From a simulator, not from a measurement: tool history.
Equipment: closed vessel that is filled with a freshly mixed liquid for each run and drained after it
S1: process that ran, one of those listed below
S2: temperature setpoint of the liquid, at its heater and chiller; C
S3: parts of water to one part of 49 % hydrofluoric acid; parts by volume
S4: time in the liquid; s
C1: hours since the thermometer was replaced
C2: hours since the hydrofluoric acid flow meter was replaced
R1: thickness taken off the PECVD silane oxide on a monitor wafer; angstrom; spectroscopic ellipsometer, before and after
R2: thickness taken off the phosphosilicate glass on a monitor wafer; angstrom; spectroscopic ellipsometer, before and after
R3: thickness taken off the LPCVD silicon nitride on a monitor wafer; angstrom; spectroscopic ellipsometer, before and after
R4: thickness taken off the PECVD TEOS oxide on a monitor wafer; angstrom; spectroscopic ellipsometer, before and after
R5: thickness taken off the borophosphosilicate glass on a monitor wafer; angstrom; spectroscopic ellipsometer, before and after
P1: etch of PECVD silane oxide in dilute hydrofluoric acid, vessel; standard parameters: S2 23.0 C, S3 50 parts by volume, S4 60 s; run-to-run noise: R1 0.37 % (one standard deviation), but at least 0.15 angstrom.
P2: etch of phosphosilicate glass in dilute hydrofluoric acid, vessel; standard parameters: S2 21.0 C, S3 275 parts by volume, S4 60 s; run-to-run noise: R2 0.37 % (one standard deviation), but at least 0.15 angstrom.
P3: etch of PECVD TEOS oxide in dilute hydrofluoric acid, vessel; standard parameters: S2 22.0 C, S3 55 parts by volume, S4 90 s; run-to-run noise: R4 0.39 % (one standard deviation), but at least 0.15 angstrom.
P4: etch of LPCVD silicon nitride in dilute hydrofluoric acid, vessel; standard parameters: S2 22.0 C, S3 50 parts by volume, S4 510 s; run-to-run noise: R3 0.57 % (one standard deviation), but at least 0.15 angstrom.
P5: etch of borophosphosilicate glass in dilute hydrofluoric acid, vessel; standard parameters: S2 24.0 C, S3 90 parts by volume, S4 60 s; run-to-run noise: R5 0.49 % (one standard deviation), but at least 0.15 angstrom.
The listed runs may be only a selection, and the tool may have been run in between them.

{"run": 1, "hour": 4.4, "S1": "P1", "S2": 23.0, "S3": 50, "S4": 60, "C1": 376.5, "C2": 352.1, "R1": 277.48}
{"run": 2, "hour": 9.2, "S1": "P2", "S2": 25.5, "S3": 275, "S4": 60, "C1": 381.3, "C2": 356.9, "R2": 215.32}
{"run": 3, "hour": 14.6, "S1": "P4", "S2": 22.0, "S3": 50, "S4": 960, "C1": 386.7, "C2": 362.3, "R3": 81.167}
{"run": 4, "hour": 21.5, "S1": "P3", "S2": 22.0, "S3": 55, "S4": 30, "C1": 393.6, "C2": 369.2, "R4": 56.052}
{"run": 5, "hour": 28.5, "S1": "P1", "S2": 23.0, "S3": 30, "S4": 60, "C1": 400.6, "C2": 376.2, "R1": 473.55}
{"run": 6, "hour": 35.7, "S1": "P1", "S2": 27.0, "S3": 30, "S4": 60, "C1": 407.8, "C2": 383.4, "R1": 559.29}
{"run": 7, "hour": 42.2, "S1": "P1", "S2": 23.0, "S3": 50, "S4": 115, "C1": 414.3, "C2": 389.9, "R1": 531.74}
{"run": 8, "hour": 48.2, "S1": "P1", "S2": 17.0, "S3": 50, "S4": 60, "C1": 420.3, "C2": 395.9, "R1": 215.37}
{"run": 9, "hour": 54.1, "S1": "P1", "S2": 23.0, "S3": 50, "S4": 60, "C1": 426.2, "C2": 401.8, "R1": 277.73}
{"run": 10, "hour": 57.8, "S1": "P1", "S2": 23.0, "S3": 50, "S4": 30, "C1": 429.9, "C2": 405.5, "R1": 138.34}
{"run": 11, "hour": 64.3, "S1": "P5", "S2": 24.0, "S3": 165, "S4": 60, "C1": 436.4, "C2": 412.0, "R5": 186.51}
{"run": 12, "hour": 69.1, "S1": "P4", "S2": 18.0, "S3": 50, "S4": 510, "C1": 441.2, "C2": 416.8, "R3": 32.69}
{"run": 13, "hour": 72.8, "S1": "P1", "S2": 28.0, "S3": 50, "S4": 60, "C1": 444.9, "C2": 420.5, "R1": 340.59}
{"run": 14, "hour": 78.4, "S1": "P3", "S2": 22.0, "S3": 25, "S4": 90, "C1": 450.5, "C2": 426.1, "R4": 383.39}
{"run": 15, "hour": 85.3, "S1": "P2", "S2": 21.0, "S3": 275, "S4": 30, "C1": 457.4, "C2": 433.0, "R2": 91.958}
{"run": 16, "hour": 92.0, "S1": "P4", "S2": 22.0, "S3": 50, "S4": 510, "C1": 464.1, "C2": 439.7, "R3": 42.574}
{"run": 17, "hour": 96.8, "S1": "P1", "S2": 23.0, "S3": 50, "S4": 60, "C1": 468.9, "C2": 444.5, "R1": 278.71}
{"run": 18, "hour": 102.9, "S1": "P2", "S2": 21.0, "S3": 40, "S4": 60, "C1": 475.0, "C2": 450.6, "R2": 1621.0}
{"run": 19, "hour": 109.6, "S1": "P3", "S2": 22.0, "S3": 55, "S4": 90, "C1": 481.7, "C2": 457.3, "R4": 168.96}
{"run": 20, "hour": 116.5, "S1": "P1", "S2": 23.0, "S3": 80, "S4": 60, "C1": 488.6, "C2": 464.2, "R1": 167.16}
{"run": 21, "hour": 123.3, "S1": "P5", "S2": 17.0, "S3": 90, "S4": 60, "C1": 495.4, "C2": 471.0, "R5": 280.99}
{"run": 22, "hour": 129.6, "S1": "P3", "S2": 22.0, "S3": 55, "S4": 90, "C1": 501.7, "C2": 477.3, "R4": 168.13}
{"run": 23, "hour": 136.2, "S1": "P5", "S2": 24.0, "S3": 90, "S4": 100, "C1": 508.3, "C2": 483.9, "R5": 622.49}
{"run": 24, "hour": 141.5, "S1": "P4", "S2": 22.0, "S3": 50, "S4": 510, "C1": 513.6, "C2": 489.2, "R3": 42.892}
{"run": 25, "hour": 147.2, "S1": "P4", "S2": 22.0, "S3": 75, "S4": 510, "C1": 519.3, "C2": 494.9, "R3": 28.566}
{"run": 26, "hour": 152.7, "S1": "P1", "S2": 23.0, "S3": 50, "S4": 60, "C1": 524.8, "C2": 500.4, "R1": 277.6}
{"run": 27, "hour": 160.0, "S1": "P5", "S2": 24.0, "S3": 90, "S4": 60, "C1": 532.1, "C2": 507.7, "R5": 372.96}
{"run": 28, "hour": 165.9, "S1": "P3", "S2": 28.5, "S3": 55, "S4": 90, "C1": 538.0, "C2": 513.6, "R4": 219.24}
{"run": 29, "hour": 172.3, "S1": "P2", "S2": 21.0, "S3": 275, "S4": 60, "C1": 544.4, "C2": 520.0, "R2": 182.69}
{"run": 30, "hour": 176.7, "S1": "P1", "S2": 18.0, "S3": 50, "S4": 115, "C1": 548.8, "C2": 524.4, "R1": 432.53}
{"run": 31, "hour": 183.3, "S1": "P1", "S2": 23.0, "S3": 50, "S4": 60, "C1": 555.4, "C2": 531.0, "R1": 277.19}
{"run": 32, "hour": 186.6, "S1": "P1", "S2": 23.0, "S3": 50, "S4": 60, "C1": 558.7, "C2": 534.3, "R1": 275.43}
{"run": 33, "hour": 193.0, "S1": "P1", "S2": 23.0, "S3": 50, "S4": 60, "C1": 565.1, "C2": 540.7, "R1": 270.0}
{"run": 34, "hour": 197.2, "S1": "P1", "S2": 23.0, "S3": 50, "S4": 60, "C1": 569.3, "C2": 544.9, "R1": 265.18}
{"run": 35, "hour": 200.6, "S1": "P1", "S2": 23.0, "S3": 50, "S4": 60, "C1": 572.7, "C2": 548.3, "R1": 263.94}
{"run": 36, "hour": 204.0, "S1": "P1", "S2": 23.0, "S3": 50, "S4": 60, "C1": 576.1, "C2": 551.7, "R1": 262.58}
{"run": 37, "hour": 211.1, "S1": "P1", "S2": 23.0, "S3": 50, "S4": 60, "C1": 583.2, "C2": 558.8, "R1": 260.37}
{"run": 38, "hour": 215.5, "S1": "P1", "S2": 23.0, "S3": 50, "S4": 60, "C1": 587.6, "C2": 563.2, "R1": 258.76}
{"run": 39, "hour": 220.4, "S1": "P1", "S2": 23.0, "S3": 50, "S4": 60, "C1": 592.5, "C2": 568.1, "R1": 258.45}
{"run": 40, "hour": 227.0, "S1": "P1", "S2": 23.0, "S3": 50, "S4": 60, "C1": 599.1, "C2": 574.7, "R1": 258.27}
{"run": 41, "hour": 233.0, "S1": "P1", "S2": 23.0, "S3": 50, "S4": 60, "C1": 605.1, "C2": 580.7, "R1": 256.93}
{"run": 42, "hour": 239.5, "S1": "P1", "S2": 23.0, "S3": 50, "S4": 60, "C1": 611.6, "C2": 587.2, "R1": 259.23}

Something has made what P1 gives creep away from where it was; the 2 causes below, each at its own stated size, fit the log equally well:
A: hydrofluoric acid flow below the setpoint (%) = 6.88
B: liquid colder than its thermometer reads (K) = 1.82
Onset of the creep was near hour 186.6.

Of the 4 check runs listed below, each run on one wafer and each result written as a question mark, which would let you distinguish the listed causes because they would give clearly different results?
{"run": "check 1", "hour": 246.0, "S1": "P3", "S2": 26.5, "S3": 55, "S4": 55, "R4": "?"}
{"run": "check 2", "hour": 246.0, "S1": "P2", "S2": 21.0, "S3": 135, "S4": 60, "R2": "?"}
{"run": "check 3", "hour": 246.0, "S1": "P4", "S2": 22.0, "S3": 50, "S4": 930, "R3": "?"}
{"run": "check 4", "hour": 246.0, "S1": "P5", "S2": 17.0, "S3": 115, "S4": 60, "R5": "?"}

Expected result of each check under each candidate cause:
check=check_1 result=R4 if_A=114.570 if_B=114.940
check=check_2 result=R2 if_A=396.580 if_B=400.160
check=check_3 result=R3 if_A=73.177 if_B=69.196
check=check_4 result=R5 if_A=197.74 if_B=198.37
Gap, in per cent, between the two causes that each check separates least, read from the result that separates them most: check 1 0.32 %; check 2 0.9 %; check 3 5.59 %; check 4 0.31 %
Check 3 is the one run that separates the causes; every other check would come out nearly the same whichever cause is at work.

Here is what check 3 returned: R3 69.226 angstrom. Which cause is it?

Of the candidate causes, it is B: liquid colder than its thermometer reads (K).
